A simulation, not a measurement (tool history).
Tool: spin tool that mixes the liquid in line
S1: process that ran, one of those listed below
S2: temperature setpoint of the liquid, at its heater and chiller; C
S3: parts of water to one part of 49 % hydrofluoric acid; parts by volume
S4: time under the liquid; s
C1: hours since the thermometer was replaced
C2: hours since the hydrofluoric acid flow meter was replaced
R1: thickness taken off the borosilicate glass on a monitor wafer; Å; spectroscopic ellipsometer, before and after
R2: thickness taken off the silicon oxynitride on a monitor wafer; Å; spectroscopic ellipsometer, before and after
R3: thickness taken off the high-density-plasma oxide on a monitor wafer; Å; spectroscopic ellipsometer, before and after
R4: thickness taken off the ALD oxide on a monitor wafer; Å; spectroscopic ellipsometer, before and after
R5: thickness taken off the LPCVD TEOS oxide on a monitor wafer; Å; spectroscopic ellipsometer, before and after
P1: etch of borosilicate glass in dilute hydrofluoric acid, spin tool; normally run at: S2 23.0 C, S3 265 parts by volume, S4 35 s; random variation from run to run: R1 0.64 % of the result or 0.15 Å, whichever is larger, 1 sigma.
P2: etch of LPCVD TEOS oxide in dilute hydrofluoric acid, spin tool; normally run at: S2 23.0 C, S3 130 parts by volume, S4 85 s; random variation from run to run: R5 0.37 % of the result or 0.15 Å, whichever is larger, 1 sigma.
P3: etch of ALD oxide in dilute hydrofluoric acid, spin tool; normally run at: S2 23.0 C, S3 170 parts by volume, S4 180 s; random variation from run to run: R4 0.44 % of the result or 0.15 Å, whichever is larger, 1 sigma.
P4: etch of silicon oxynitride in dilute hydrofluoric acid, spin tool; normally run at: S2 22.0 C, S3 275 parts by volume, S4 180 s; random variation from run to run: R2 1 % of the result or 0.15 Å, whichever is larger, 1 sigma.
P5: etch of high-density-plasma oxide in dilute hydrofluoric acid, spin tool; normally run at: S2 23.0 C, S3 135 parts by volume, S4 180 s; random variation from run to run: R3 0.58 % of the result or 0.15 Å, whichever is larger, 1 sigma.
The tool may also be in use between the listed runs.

| run | day | S1 | S2 | S3 | S4 | C1 | C2 | R1 | R2 | R3 | R4 | R5 |
|---|---|---|---|---|---|---|---|---|---|---|---|---|
| 1 | 0.208 | P1 | 23.0 | 265 | 35 | 420.4 | 584.6 | 42.232 |  |  |  |  |
| 2 | 0.554 | P1 | 23.0 | 265 | 35 | 428.7 | 592.9 | 41.755 |  |  |  |  |
| 3 | 0.829 | P4 | 22.0 | 275 | 90 | 435.3 | 599.5 |  | 11.218 |  |  |  |
| 4 | 1.254 | P1 | 17.0 | 265 | 35 | 445.5 | 609.7 | 33.385 |  |  |  |  |
| 5 | 1.558 | P1 | 23.0 | 130 | 35 | 452.8 | 617.0 | 99.259 |  |  |  |  |
| 6 | 1.950 | P1 | 23.0 | 265 | 15 | 462.2 | 626.4 | 18.192 |  |  |  |  |
| 7 | 2.333 | P5 | 23.0 | 235 | 180 | 471.4 | 635.6 |  |  | 36.430 |  |  |
|  | 2.350 | hydrofluoric acid flow meter replaced |
| 8 | 2.671 | P3 | 23.0 | 170 | 15 | 479.5 | 7.7 |  |  |  | 10.339 |  |
| 9 | 2.925 | P3 | 19.0 | 170 | 180 | 485.6 | 13.8 |  |  |  | 102.820 |  |
| 10 | 3.312 | P1 | 23.0 | 455 | 35 | 494.9 | 23.1 | 20.669 |  |  |  |  |
| 11 | 3.658 | P2 | 23.0 | 130 | 85 | 503.2 | 31.4 |  |  |  |  | 255.830 |
| 12 | 3.988 | P3 | 23.0 | 170 | 180 | 511.1 | 39.3 |  |  |  | 120.170 |  |
| 13 | 4.229 | P2 | 29.0 | 130 | 85 | 516.9 | 45.1 |  |  |  |  | 320.920 |
| 14 | 4.667 | P4 | 22.0 | 275 | 180 | 527.4 | 55.6 |  | 21.770 |  |  |  |
| 15 | 4.883 | P4 | 17.0 | 275 | 180 | 532.6 | 60.8 |  | 17.594 |  |  |  |
| 16 | 5.246 | P1 | 29.5 | 385 | 35 | 541.3 | 69.5 | 31.695 |  |  |  |  |
| 17 | 5.621 | P4 | 22.0 | 90 | 180 | 550.3 | 78.5 |  | 78.233 |  |  |  |
| 18 | 6.038 | P1 | 23.0 | 265 | 35 | 560.3 | 88.5 | 42.014 |  |  |  |  |
| 19 | 6.417 | P2 | 23.0 | 225 | 85 | 569.4 | 97.6 |  |  |  |  | 133.580 |
| 20 | 6.833 | P4 | 22.0 | 275 | 180 | 579.4 | 107.6 |  | 22.012 |  |  |  |
| 21 | 7.075 | P5 | 23.0 | 135 | 15 | 585.2 | 113.4 |  |  | 6.151 |  |  |
| 22 | 7.354 | P1 | 26.5 | 120 | 35 | 591.9 | 120.1 | 124.460 |  |  |  |  |
| 23 | 7.717 | P3 | 23.0 | 80 | 180 | 600.6 | 128.8 |  |  |  | 283.700 |  |
| 24 | 8.171 | P5 | 23.0 | 135 | 180 | 611.5 | 139.7 |  |  | 71.940 |  |  |
| 25 | 8.383 | P5 | 23.0 | 135 | 180 | 616.6 | 144.8 |  |  | 71.533 |  |  |
| 26 | 8.612 | P1 | 23.0 | 265 | 60 | 622.1 | 150.3 | 71.821 |  |  |  |  |
| 27 | 8.921 | P1 | 23.0 | 265 | 35 | 629.5 | 157.7 | 42.482 |  |  |  |  |
| 28 | 9.142 | P3 | 23.0 | 170 | 180 | 634.8 | 163.0 |  |  |  | 120.820 |  |
| 29 | 9.350 | P1 | 23.0 | 265 | 35 | 639.8 | 168.0 | 42.323 |  |  |  |  |
| 30 | 9.725 | P1 | 28.5 | 370 | 35 | 648.8 | 177.0 | 32.632 |  |  |  |  |
| 31 | 10.067 | P1 | 30.5 | 265 | 35 | 657.0 | 185.2 | 54.165 |  |  |  |  |
| 32 | 10.379 | P2 | 23.0 | 130 | 15 | 664.5 | 192.7 |  |  |  |  | 45.138 |
| 33 | 10.767 | P5 | 17.0 | 135 | 180 | 673.8 | 202.0 |  |  | 56.034 |  |  |
| 34 | 11.192 | P1 | 23.0 | 265 | 35 | 684.0 | 212.2 | 42.253 |  |  |  |  |
| 35 | 11.442 | P1 | 23.0 | 265 | 35 | 690.0 | 218.2 | 43.120 |  |  |  |  |

Forecast run 36:
| 36 | 11.696 | P1 | 23.0 | 265 | 35 | 696.1 | 224.3 | ? |  |  |  |  |

{"run 36": {"R1": 44.144}}
